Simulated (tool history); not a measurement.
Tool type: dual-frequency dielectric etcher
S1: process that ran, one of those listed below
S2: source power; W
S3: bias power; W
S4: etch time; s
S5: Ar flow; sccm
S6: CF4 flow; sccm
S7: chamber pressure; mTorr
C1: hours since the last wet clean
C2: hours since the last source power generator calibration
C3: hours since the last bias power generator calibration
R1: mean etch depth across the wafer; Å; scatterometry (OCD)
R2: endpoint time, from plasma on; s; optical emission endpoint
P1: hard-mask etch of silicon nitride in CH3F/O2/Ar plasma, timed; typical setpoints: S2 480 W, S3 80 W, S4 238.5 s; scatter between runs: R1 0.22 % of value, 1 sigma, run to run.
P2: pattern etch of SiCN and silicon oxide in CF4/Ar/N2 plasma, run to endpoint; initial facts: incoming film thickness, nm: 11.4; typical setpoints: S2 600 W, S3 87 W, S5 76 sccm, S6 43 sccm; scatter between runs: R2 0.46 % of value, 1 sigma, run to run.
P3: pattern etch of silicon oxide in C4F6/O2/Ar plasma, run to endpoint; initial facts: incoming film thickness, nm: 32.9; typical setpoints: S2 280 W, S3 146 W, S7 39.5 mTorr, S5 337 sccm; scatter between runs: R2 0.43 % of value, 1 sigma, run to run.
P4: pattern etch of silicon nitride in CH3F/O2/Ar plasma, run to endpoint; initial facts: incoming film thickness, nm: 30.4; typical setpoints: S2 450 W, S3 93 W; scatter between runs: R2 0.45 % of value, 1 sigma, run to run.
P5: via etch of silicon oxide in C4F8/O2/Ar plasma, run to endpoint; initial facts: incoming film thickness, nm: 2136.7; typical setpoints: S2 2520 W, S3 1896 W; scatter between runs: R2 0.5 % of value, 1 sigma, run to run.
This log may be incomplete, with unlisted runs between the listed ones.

| run | hour | S1 | S2 | S3 | S4 | S5 | S6 | S7 | C1 | C2 | C3 | R1 | R2 |
|---|---|---|---|---|---|---|---|---|---|---|---|---|---|
| 1 | 10.4 | P1 | 480 | 80 | 238.5 |  |  |  | 188.7 | 1304.9 | 1965.9 | 1829.2 |  |
| 2 | 17.6 | P1 | 480 | 96 | 238.5 |  |  |  | 195.9 | 1312.1 | 1973.1 | 1956.1 |  |
| 3 | 24.8 | P1 | 630 | 52 | 238.5 |  |  |  | 203.1 | 1319.3 | 1980.3 | 1765.7 |  |
| 4 | 31.1 | P2 | 600 | 87 |  | 46 | 43 |  | 209.4 | 1325.6 | 1986.6 |  | 9.1028 |
| 5 | 37 | P2 | 370 | 87 |  | 76 | 43 |  | 215.3 | 1331.5 | 1992.5 |  | 14.943 |
| 6 | 46.6 | P1 | 480 | 80 | 341.5 |  |  |  | 224.9 | 1341.1 | 2002.1 | 2628.3 |  |
| 7 | 54.2 | P3 | 280 | 146 |  | 337 |  | 53 | 232.5 | 1348.7 | 2009.7 |  | 14.694 |
| 8 | 63.8 | P1 | 480 | 80 | 238.5 |  |  |  | 242.1 | 1358.3 | 2019.3 | 1834.9 |  |
| 9 | 72.7 | P1 | 480 | 80 | 238.5 |  |  |  | 251 | 1367.2 | 2028.2 | 1830.5 |  |
| 10 | 79.8 | P5 | 2520 | 1896 |  |  |  |  | 258.1 | 1374.3 | 2035.3 |  | 401.43 |
| 11 | 85 | P2 | 600 | 51 |  | 76 | 43 |  | 263.3 | 1379.5 | 2040.5 |  | 11.849 |
| 12 | 92.9 | P2 | 600 | 87 |  | 76 | 32 |  | 271.2 | 1387.4 | 2048.4 |  | 10.324 |
| 13 | 100.5 | P3 | 280 | 146 |  | 470 |  | 39.5 | 278.8 | 1395 | 2056 |  | 14.834 |
| 14 | 106.9 | P3 | 280 | 146 |  | 337 |  | 39.5 | 285.2 | 1401.4 | 2062.4 |  | 14.365 |
| 15 | 114.4 | P5 | 2520 | 1263 |  |  |  |  | 292.7 | 1408.9 | 2069.9 |  | 450.69 |
| 16 | 123.5 | P3 | 190 | 146 |  | 337 |  | 39.5 | 301.8 | 1418 | 2079 |  | 16.612 |
| 17 | 131 | P4 | 280 | 93 |  |  |  |  | 309.3 | 1425.5 | 2086.5 |  | 47.69 |
| 18 | 138.5 | P1 | 480 | 80 | 180.5 |  |  |  | 316.8 | 1433 | 2094 | 1389.7 |  |
| 19 | 144.3 | P1 | 650 | 80 | 238.5 |  |  |  | 322.6 | 1438.8 | 2099.8 | 2057.8 |  |
| 20 | 153.4 | P4 | 450 | 93 |  |  |  |  | 331.7 | 1447.9 | 2108.9 |  | 39.739 |
| 21 | 163.8 | P1 | 380 | 51 | 238.5 |  |  |  | 342.1 | 1458.3 | 2119.3 | 1443.5 |  |
| 22 | 171.5 | P2 | 600 | 87 |  | 76 | 43 |  | 349.8 | 1466 | 2127 |  | 9.7688 |
| 23 | 176.8 | P5 | 2520 | 1896 |  |  |  |  | 355.1 | 1471.3 | 2132.3 |  | 402.28 |
| 24 | 182.9 | P1 | 480 | 80 | 238.5 |  |  |  | 361.2 | 1477.4 | 2138.4 | 1829.8 |  |
| 25 | 189.8 | P5 | 1780 | 1896 |  |  |  |  | 368.1 | 1484.3 | 2145.3 |  | 465.34 |
| 26 | 200.3 | P1 | 480 | 51 | 238.5 |  |  |  | 378.6 | 1494.8 | 2155.8 | 1579.2 |  |
| 27 | 206.4 | P1 | 480 | 80 | 238.5 |  |  |  | 384.7 | 1500.9 | 2161.9 | 1837.1 |  |
| 28 | 216.1 | P1 | 330 | 80 | 238.5 |  |  |  | 394.4 | 1510.6 | 2171.6 | 1590 |  |
| 29 | 224 | P3 | 280 | 183 |  | 337 |  | 39.5 | 402.3 | 1518.5 | 2179.5 |  | 13.386 |
| 30 | 229 | P4 | 450 | 71 |  |  |  |  | 407.3 | 1523.5 | 2184.5 |  | 43.647 |
| 31 | 236.1 | P1 | 480 | 80 | 238.5 |  |  |  | 414.4 | 1530.6 | 2191.6 | 1835.4 |  |
| 32 | 244.9 | P1 | 480 | 80 | 238.5 |  |  |  | 423.2 | 1539.4 | 2200.4 | 1839.2 |  |
| 33 | 251.6 | P1 | 480 | 80 | 238.5 |  |  |  | 429.9 | 1546.1 | 2207.1 | 1847.5 |  |
| 34 | 256.9 | P1 | 480 | 80 | 238.5 |  |  |  | 435.2 | 1551.4 | 2212.4 | 1847.8 |  |
| 35 | 265.9 | P1 | 480 | 80 | 238.5 |  |  |  | 444.2 | 1560.4 | 2221.4 | 1855.1 |  |
| 36 | 274.7 | P1 | 480 | 80 | 238.5 |  |  |  | 453 | 1569.2 | 2230.2 | 1854 |  |
| 37 | 279.8 | P1 | 480 | 80 | 238.5 |  |  |  | 458.1 | 1574.3 | 2235.3 | 1858.8 |  |
|  | 288.8 | wet clean of the chamber |
| 38 | 290.8 | P1 | 480 | 80 | 238.5 |  |  |  | 2 | 1585.3 | 2246.3 | 1853.9 |  |
| 39 | 300.1 | P1 | 480 | 80 | 238.5 |  |  |  | 11.3 | 1594.6 | 2255.6 | 1864.4 |  |
| 40 | 309.6 | P1 | 480 | 80 | 238.5 |  |  |  | 20.8 | 1604.1 | 2265.1 | 1863.1 |  |
| 41 | 314.9 | P1 | 480 | 80 | 238.5 |  |  |  | 26.1 | 1609.4 | 2270.4 | 1865.3 |  |

P1 has crept away from where it was. The log is fitted equally well by each of these 2 causes, at the sizes shown:
A: bias power that arrives over what is set, % = 4.2
B: source power that arrives over what is set, % = 3.86
Onset of the creep was near hour 236.1.
The rest of the possible causes, and what rules out each one:
chamber walls in a state that raises the etch rate, %: serviced at hour 288.8, after the drift had started, without restoring the earlier output

Which of the 4 check runs listed below, each an average over 3 wafers with its results shown as question marks, gives clearly different results under the different listed causes?
| check 1 | 320.2 | P5 | 2080 | 1395 |  |  |  |  |  |  |  |  | ? |
| check 2 | 320.2 | P3 | 280 | 174 |  | 337 |  | 39.5 |  |  |  |  | ? |
| check 3 | 320.2 | P4 | 370 | 93 |  |  |  |  |  |  |  |  | ? |
| check 4 | 320.2 | P2 | 600 | 62 |  | 47 | 43 |  |  |  |  |  | ? |

Predicted outcomes, by check and by cause:
| check | result | if A | if B |
|---|---|---|---|
| check 1 | R2 | 469.06 | 466.89 |
| check 2 | R2 | 13.357 | 13.339 |
| check 3 | R2 | 42.336 | 42.373 |
| check 4 | R2 | 10.096 | 9.8841 |
Per-check spread between the two closest causes, in the result where they differ most: check 1 0.46 %; check 2 0.14 %; check 3 0.09 %; check 4 2.12 %
Check 4 is the one run that separates the causes; every other check would come out nearly the same whichever cause is at work.

After running check 4, the following was obtained: R2 10.036 s. Which cause does this point to?

The cause is A: bias power that arrives over what is set, %.

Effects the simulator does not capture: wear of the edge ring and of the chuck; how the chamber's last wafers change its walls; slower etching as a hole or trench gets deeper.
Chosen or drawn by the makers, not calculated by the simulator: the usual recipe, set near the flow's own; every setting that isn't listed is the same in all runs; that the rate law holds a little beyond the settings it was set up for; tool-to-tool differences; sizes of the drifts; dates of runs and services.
